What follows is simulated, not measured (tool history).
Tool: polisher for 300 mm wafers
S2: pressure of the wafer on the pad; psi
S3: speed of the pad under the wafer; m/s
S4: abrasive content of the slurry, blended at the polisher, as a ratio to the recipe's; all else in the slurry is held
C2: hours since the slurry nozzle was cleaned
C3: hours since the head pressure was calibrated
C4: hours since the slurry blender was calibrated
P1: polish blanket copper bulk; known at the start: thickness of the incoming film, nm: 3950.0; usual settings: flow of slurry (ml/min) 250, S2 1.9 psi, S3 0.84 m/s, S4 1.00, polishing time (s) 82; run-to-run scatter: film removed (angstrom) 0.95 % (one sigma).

run 1 day=0.612 | flow_of_slurry_(ml/min)=250 S2=1.9 S3=0.84 S4=1.00 polishing_time_(s)=82 | wafers_polished_on_this_pad=377 C2=307.1 C3=437.4 C4=283.1 | film_removed_(angstrom)=3666.0
run 2 day=1.125 | flow_of_slurry_(ml/min)=250 S2=1.9 S3=0.84 S4=1.45 polishing_time_(s)=82 | wafers_polished_on_this_pad=516 C2=319.4 C3=449.7 C4=295.4 | film_removed_(angstrom)=3984.9
run 3 day=1.700 | flow_of_slurry_(ml/min)=250 S2=1.9 S3=0.84 S4=1.00 polishing_time_(s)=130 | wafers_polished_on_this_pad=672 C2=333.2 C3=463.5 C4=309.2 | film_removed_(angstrom)=5723.2
run 4 day=2.279 | flow_of_slurry_(ml/min)=250 S2=1.9 S3=0.84 S4=1.00 polishing_time_(s)=82 | wafers_polished_on_this_pad=829 C2=347.1 C3=477.4 C4=323.1 | film_removed_(angstrom)=3612.7
run 5 day=2.925 | flow_of_slurry_(ml/min)=250 S2=3.0 S3=0.84 S4=1.00 polishing_time_(s)=82 | wafers_polished_on_this_pad=1005 C2=362.6 C3=492.9 C4=338.6 | film_removed_(angstrom)=5746.0
run 6 day=3.296 | flow_of_slurry_(ml/min)=250 S2=0.9 S3=0.84 S4=1.00 polishing_time_(s)=82 | wafers_polished_on_this_pad=1105 C2=371.5 C3=501.8 C4=347.5 | film_removed_(angstrom)=1757.9
run 7 day=3.854 | flow_of_slurry_(ml/min)=250 S2=1.9 S3=0.84 S4=1.00 polishing_time_(s)=82 | wafers_polished_on_this_pad=1257 C2=384.9 C3=515.2 C4=360.9 | film_removed_(angstrom)=3646.6
run 8 day=4.346 | flow_of_slurry_(ml/min)=250 S2=1.9 S3=0.84 S4=1.00 polishing_time_(s)=45 | wafers_polished_on_this_pad=1390 C2=396.7 C3=527.0 C4=372.7 | film_removed_(angstrom)=2010.6
run 9 day=5.000 | flow_of_slurry_(ml/min)=355 S2=1.9 S3=0.84 S4=1.00 polishing_time_(s)=82 | wafers_polished_on_this_pad=1568 C2=412.4 C3=542.7 C4=388.4 | film_removed_(angstrom)=3722.1
run 10 day=5.312 | flow_of_slurry_(ml/min)=250 S2=1.9 S3=0.84 S4=0.50 polishing_time_(s)=82 | wafers_polished_on_this_pad=1653 C2=419.9 C3=550.2 C4=395.9 | film_removed_(angstrom)=3146.2
run 11 day=5.717 | flow_of_slurry_(ml/min)=250 S2=1.9 S3=0.62 S4=1.00 polishing_time_(s)=82 | wafers_polished_on_this_pad=1762 C2=429.6 C3=559.9 C4=405.6 | film_removed_(angstrom)=2705.3
run 12 day=6.242 | flow_of_slurry_(ml/min)=250 S2=1.9 S3=0.84 S4=1.00 polishing_time_(s)=82 | wafers_polished_on_this_pad=1905 C2=442.2 C3=572.5 C4=418.2 | film_removed_(angstrom)=3730.5
run 13 day=6.833 | flow_of_slurry_(ml/min)=150 S2=1.9 S3=0.84 S4=1.00 polishing_time_(s)=82 | wafers_polished_on_this_pad=2066 C2=456.4 C3=586.7 C4=432.4 | film_removed_(angstrom)=3427.8
run 14 day=7.196 | flow_of_slurry_(ml/min)=250 S2=1.9 S3=1.22 S4=1.40 polishing_time_(s)=82 | wafers_polished_on_this_pad=2164 C2=465.1 C3=595.4 C4=441.1 | film_removed_(angstrom)=5636.6
run 15 day=7.554 | flow_of_slurry_(ml/min)=250 S2=2.7 S3=0.84 S4=1.00 polishing_time_(s)=49 | wafers_polished_on_this_pad=2261 C2=473.7 C3=604.0 C4=449.7 | film_removed_(angstrom)=3083.3
run 16 day=8.125 | flow_of_slurry_(ml/min)=250 S2=1.9 S3=0.84 S4=1.00 polishing_time_(s)=82 | wafers_polished_on_this_pad=2416 C2=487.4 C3=617.7 C4=463.4 | film_removed_(angstrom)=3628.0
run 17 day=8.508 | flow_of_slurry_(ml/min)=250 S2=1.9 S3=0.84 S4=1.00 polishing_time_(s)=82 | wafers_polished_on_this_pad=2520 C2=496.6 C3=626.9 C4=472.6 | film_removed_(angstrom)=3625.4
run 18 day=8.825 | flow_of_slurry_(ml/min)=250 S2=1.9 S3=1.32 S4=1.00 polishing_time_(s)=82 | wafers_polished_on_this_pad=2606 C2=504.2 C3=634.5 C4=480.2 | film_removed_(angstrom)=5797.5
run 19 day=9.125 | flow_of_slurry_(ml/min)=250 S2=1.9 S3=0.84 S4=1.00 polishing_time_(s)=82 | wafers_polished_on_this_pad=2688 C2=511.4 C3=641.7 C4=487.4 | film_removed_(angstrom)=3663.4
run 20 day=9.708 | flow_of_slurry_(ml/min)=250 S2=1.9 S3=0.84 S4=1.00 polishing_time_(s)=82 | wafers_polished_on_this_pad=2846 C2=525.4 C3=655.7 C4=501.4 | film_removed_(angstrom)=3718.2
run 21 day=10.225 | flow_of_slurry_(ml/min)=250 S2=1.9 S3=0.84 S4=1.00 polishing_time_(s)=82 | wafers_polished_on_this_pad=2986 C2=537.8 C3=668.1 C4=513.8 | film_removed_(angstrom)=3570.8
run 22 day=10.529 | flow_of_slurry_(ml/min)=250 S2=1.9 S3=0.84 S4=1.00 polishing_time_(s)=82 | wafers_polished_on_this_pad=3069 C2=545.1 C3=675.4 C4=521.1 | film_removed_(angstrom)=3516.7
run 23 day=11.112 | flow_of_slurry_(ml/min)=250 S2=1.9 S3=0.84 S4=1.00 polishing_time_(s)=82 | wafers_polished_on_this_pad=3227 C2=559.1 C3=689.4 C4=535.1 | film_removed_(angstrom)=3495.3
run 24 day=11.554 | flow_of_slurry_(ml/min)=250 S2=1.9 S3=0.84 S4=1.00 polishing_time_(s)=82 | wafers_polished_on_this_pad=3347 C2=569.7 C3=700.0 C4=545.7 | film_removed_(angstrom)=3512.0
-- day=12.042 head pressure recalibrated
run 25 day=12.058 | flow_of_slurry_(ml/min)=250 S2=1.9 S3=0.84 S4=1.00 polishing_time_(s)=82 | wafers_polished_on_this_pad=3484 C2=581.8 C3=0.4 C4=557.8 | film_removed_(angstrom)=3416.4

Forecast run 26:
run 26 day=12.375 | flow_of_slurry_(ml/min)=250 S2=1.9 S3=0.84 S4=1.00 polishing_time_(s)=82 | wafers_polished_on_this_pad=3570 C2=589.4 C3=8.0 C4=565.4 | film_removed_(angstrom)=?

film removed (angstrom): 3423.4
